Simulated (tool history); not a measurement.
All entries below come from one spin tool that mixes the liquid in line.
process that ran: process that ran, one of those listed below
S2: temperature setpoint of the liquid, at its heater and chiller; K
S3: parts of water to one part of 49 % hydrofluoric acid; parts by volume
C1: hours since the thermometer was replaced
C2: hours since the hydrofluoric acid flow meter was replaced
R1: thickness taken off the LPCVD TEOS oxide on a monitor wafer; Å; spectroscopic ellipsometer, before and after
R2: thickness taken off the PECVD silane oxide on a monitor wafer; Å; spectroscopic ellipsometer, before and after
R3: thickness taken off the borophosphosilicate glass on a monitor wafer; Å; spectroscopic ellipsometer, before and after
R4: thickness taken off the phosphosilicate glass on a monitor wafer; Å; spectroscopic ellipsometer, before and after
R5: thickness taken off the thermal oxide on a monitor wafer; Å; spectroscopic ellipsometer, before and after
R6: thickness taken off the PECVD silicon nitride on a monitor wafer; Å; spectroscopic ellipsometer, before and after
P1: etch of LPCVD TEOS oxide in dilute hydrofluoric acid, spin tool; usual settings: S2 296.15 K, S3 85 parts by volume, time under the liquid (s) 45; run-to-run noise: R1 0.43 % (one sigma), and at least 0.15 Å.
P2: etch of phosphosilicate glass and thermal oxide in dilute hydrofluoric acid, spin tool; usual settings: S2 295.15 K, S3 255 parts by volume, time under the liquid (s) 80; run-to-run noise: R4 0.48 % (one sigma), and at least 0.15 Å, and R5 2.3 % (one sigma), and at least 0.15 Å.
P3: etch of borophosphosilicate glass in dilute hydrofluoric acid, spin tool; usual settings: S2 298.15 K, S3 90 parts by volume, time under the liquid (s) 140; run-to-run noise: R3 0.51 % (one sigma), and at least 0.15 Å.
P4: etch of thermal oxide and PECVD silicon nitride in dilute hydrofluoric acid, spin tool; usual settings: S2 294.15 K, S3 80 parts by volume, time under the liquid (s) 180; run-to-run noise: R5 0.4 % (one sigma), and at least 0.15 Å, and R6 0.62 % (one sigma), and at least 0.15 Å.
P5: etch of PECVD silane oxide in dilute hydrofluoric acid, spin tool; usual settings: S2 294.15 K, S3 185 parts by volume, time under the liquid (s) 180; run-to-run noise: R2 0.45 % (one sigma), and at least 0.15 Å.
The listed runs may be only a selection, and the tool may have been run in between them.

Run 1, hour 12.3: process that ran P1, S2 296.15 K, S3 85 parts by volume, time under the liquid (s) 45; C1 860.0; C2 1686.7. Result: R1 212.940 Å.
Run 2, hour 21.8: process that ran P1, S2 296.15 K, S3 85 parts by volume, time under the liquid (s) 45; C1 869.5; C2 1696.2. Result: R1 212.760 Å.
Run 3, hour 36.5: process that ran P1, S2 296.15 K, S3 85 parts by volume, time under the liquid (s) 45; C1 884.2; C2 1710.9. Result: R1 212.200 Å.
Run 4, hour 49.4: process that ran P5, S2 294.15 K, S3 255 parts by volume, time under the liquid (s) 180; C1 897.1; C2 1723.8. Result: R2 95.241 Å.
Run 5, hour 59.8: process that ran P3, S2 298.15 K, S3 90 parts by volume, time under the liquid (s) 140; C1 907.5; C2 1734.2. Result: R3 552.76 Å.
Run 6, hour 68.5: process that ran P2, S2 295.15 K, S3 255 parts by volume, time under the liquid (s) 80; C1 916.2; C2 1742.9. Result: R4 241.01 Å, R5 11.2980 Å.
Run 7, hour 84.1: process that ran P1, S2 290.65 K, S3 85 parts by volume, time under the liquid (s) 45; C1 931.8; C2 1758.5. Result: R1 169.030 Å.
Run 8, hour 100.3: process that ran P1, S2 296.15 K, S3 85 parts by volume, time under the liquid (s) 45; C1 948.0; C2 1774.7. Result: R1 213.520 Å.
Run 9, hour 112.7: process that ran P5, S2 294.15 K, S3 185 parts by volume, time under the liquid (s) 90; C1 960.4; C2 1787.1. Result: R2 69.948 Å.
Run 10, hour 120.1: process that ran P1, S2 296.15 K, S3 40 parts by volume, time under the liquid (s) 45; C1 967.8; C2 1794.5. Result: R1 480.460 Å.
Run 11, hour 127.1: process that ran P3, S2 298.15 K, S3 90 parts by volume, time under the liquid (s) 230; C1 974.8; C2 1801.5. Result: R3 893.45 Å.
Run 12, hour 138.7: process that ran P1, S2 296.15 K, S3 85 parts by volume, time under the liquid (s) 20; C1 986.4; C2 1813.1. Result: R1 94.745 Å.
Run 13, hour 146.8: process that ran P2, S2 290.15 K, S3 255 parts by volume, time under the liquid (s) 80; C1 994.5; C2 1821.2. Result: R4 201.25 Å, R5 10.1720 Å.
Run 14, hour 154.0: process that ran P1, S2 296.15 K, S3 85 parts by volume, time under the liquid (s) 80; C1 1001.7; C2 1828.4. Result: R1 378.030 Å.
Run 15, hour 164.1: process that ran P4, S2 294.15 K, S3 80 parts by volume, time under the liquid (s) 180; C1 1011.8; C2 1838.5. Result: R5 96.2140 Å, R6 40.692 Å.
Run 16, hour 176.4: process that ran P4, S2 290.15 K, S3 80 parts by volume, time under the liquid (s) 180; C1 1024.1; C2 1850.8. Result: R5 81.0080 Å, R6 31.244 Å.
Run 17, hour 191.3: process that ran P2, S2 295.15 K, S3 255 parts by volume, time under the liquid (s) 140; C1 1039.0; C2 1865.7. Result: R4 423.66 Å, R5 20.4360 Å.
Run 18, hour 202.6: process that ran P1, S2 296.15 K, S3 85 parts by volume, time under the liquid (s) 45; C1 1050.3; C2 1877.0. Result: R1 212.410 Å.
Run 19, hour 217.2: process that ran P2, S2 295.15 K, S3 365 parts by volume, time under the liquid (s) 80; C1 1064.9; C2 1891.6. Result: R4 151.65 Å, R5 7.8283 Å.
Run 20, hour 232.5: process that ran P1, S2 299.65 K, S3 55 parts by volume, time under the liquid (s) 45; C1 1080.2; C2 1906.9. Result: R1 391.600 Å.
Run 21, hour 246.9: process that ran P1, S2 290.15 K, S3 85 parts by volume, time under the liquid (s) 25; C1 1094.6; C2 1921.3. Result: R1 92.465 Å.
Run 22, hour 256.9: process that ran P3, S2 298.15 K, S3 90 parts by volume, time under the liquid (s) 140; C1 1104.6; C2 1931.3. Result: R3 547.86 Å.
Run 23, hour 270.9: process that ran P3, S2 306.15 K, S3 90 parts by volume, time under the liquid (s) 140; C1 1118.6; C2 1945.3. Result: R3 749.58 Å.
Run 24, hour 281.6: process that ran P4, S2 294.15 K, S3 80 parts by volume, time under the liquid (s) 350; C1 1129.3; C2 1956.0. Result: R5 187.3900 Å, R6 78.427 Å.
Run 25, hour 292.5: process that ran P1, S2 296.15 K, S3 120 parts by volume, time under the liquid (s) 45; C1 1140.2; C2 1966.9. Result: R1 144.570 Å.
Run 26, hour 305.9: process that ran P5, S2 290.15 K, S3 185 parts by volume, time under the liquid (s) 180; C1 1153.6; C2 1980.3. Result: R2 120.970 Å.
Run 27, hour 321.6: process that ran P4, S2 294.15 K, S3 140 parts by volume, time under the liquid (s) 180; C1 1169.3; C2 1996.0. Result: R5 50.9400 Å, R6 23.446 Å.
Run 28, hour 329.1: process that ran P4, S2 294.15 K, S3 80 parts by volume, time under the liquid (s) 180; C1 1176.8; C2 2003.5. Result: R5 95.8880 Å, R6 40.951 Å.
Run 29, hour 339.7: process that ran P5, S2 294.15 K, S3 185 parts by volume, time under the liquid (s) 180; C1 1187.4; C2 2014.1. Result: R2 140.450 Å.
Run 30, hour 349.7: process that ran P3, S2 298.15 K, S3 35 parts by volume, time under the liquid (s) 140; C1 1197.4; C2 2024.1. Result: R3 1506.10 Å.
Run 31, hour 362.3: process that ran P1, S2 303.15 K, S3 85 parts by volume, time under the liquid (s) 45; C1 1210.0; C2 2036.7. Result: R1 279.870 Å.
Run 32, hour 369.3: process that ran P1, S2 296.15 K, S3 85 parts by volume, time under the liquid (s) 45; C1 1217.0; C2 2043.7. Result: R1 213.080 Å.
Run 33, hour 377.0: process that ran P1, S2 296.15 K, S3 85 parts by volume, time under the liquid (s) 45; C1 1224.7; C2 2051.4. Result: R1 207.570 Å.
Run 34, hour 390.7: process that ran P1, S2 296.15 K, S3 85 parts by volume, time under the liquid (s) 45; C1 1238.4; C2 2065.1. Result: R1 204.720 Å.
Run 35, hour 406.0: process that ran P1, S2 296.15 K, S3 85 parts by volume, time under the liquid (s) 45; C1 1253.7; C2 2080.4. Result: R1 202.970 Å.
Run 36, hour 416.8: process that ran P1, S2 296.15 K, S3 85 parts by volume, time under the liquid (s) 45; C1 1264.5; C2 2091.2. Result: R1 201.180 Å.
Run 37, hour 431.4: process that ran P1, S2 296.15 K, S3 85 parts by volume, time under the liquid (s) 45; C1 1279.1; C2 2105.8. Result: R1 200.540 Å.
Run 38, hour 440.5: process that ran P1, S2 296.15 K, S3 85 parts by volume, time under the liquid (s) 45; C1 1288.2; C2 2114.9. Result: R1 199.880 Å.
Run 39, hour 450.5: process that ran P1, S2 296.15 K, S3 85 parts by volume, time under the liquid (s) 45; C1 1298.2; C2 2124.9. Result: R1 198.940 Å.
Run 40, hour 463.5: process that ran P1, S2 296.15 K, S3 85 parts by volume, time under the liquid (s) 45; C1 1311.2; C2 2137.9. Result: R1 198.550 Å.
Run 41, hour 474.1: process that ran P1, S2 296.15 K, S3 85 parts by volume, time under the liquid (s) 45; C1 1321.8; C2 2148.5. Result: R1 197.740 Å.
Run 42, hour 483.3: process that ran P1, S2 296.15 K, S3 85 parts by volume, time under the liquid (s) 45; C1 1331.0; C2 2157.7. Result: R1 198.630 Å.
Run 43, hour 497.5: process that ran P1, S2 296.15 K, S3 85 parts by volume, time under the liquid (s) 45; C1 1345.2; C2 2171.9. Result: R1 198.290 Å.

The log shows P1 creeping away from where it was. Any of the 2 causes listed here, at the size stated for it, fits the log just as well as the others:
A: hydrofluoric acid flow below the setpoint (%) = 6.06
B: liquid colder than its thermometer reads (K) = 1.7
Onset of the creep was near hour 369.3.

Below are 4 check runs, each on a single wafer, with their results shown as question marks. Which of them would tell the listed causes apart, meaning the causes would give clearly different results under it?
Run check 1, hour 511.7: process that ran P5, S2 290.15 K, S3 185 parts by volume, time under the liquid (s) 180. Result: R2 ?.
Run check 2, hour 511.7: process that ran P4, S2 290.15 K, S3 80 parts by volume, time under the liquid (s) 275. Result: R5 ?, R6 ?.
Run check 3, hour 511.7: process that ran P2, S2 291.15 K, S3 255 parts by volume, time under the liquid (s) 140. Result: R4 ?, R5 ?.
Run check 4, hour 511.7: process that ran P3, S2 305.65 K, S3 60 parts by volume, time under the liquid (s) 140. Result: R3 ?.

If the cause were each of the candidates in turn, the checks would give the following:
  check  result      if A      if B
check 1      R2   111.490   112.000
check 2      R5  115.4500  114.8600
check 2      R6    44.569    41.988
check 3      R4    336.56    340.37
check 3      R5   16.5720   16.7600
check 4      R3   1075.80   1079.60
Distance between the nearest two causes, measured in the result of the check that separates them most: check 1 0.46 %; check 2 5.96 %; check 3 1.13 %; check 4 0.35 %
Check 2 tells the causes apart: in the others they would give nearly the same result.

Here is what check 2 returned: R5 115.5300 Å; R6 44.635 Å. Which cause is it?

The correct cause is A, namely: hydrofluoric acid flow below the setpoint (%).

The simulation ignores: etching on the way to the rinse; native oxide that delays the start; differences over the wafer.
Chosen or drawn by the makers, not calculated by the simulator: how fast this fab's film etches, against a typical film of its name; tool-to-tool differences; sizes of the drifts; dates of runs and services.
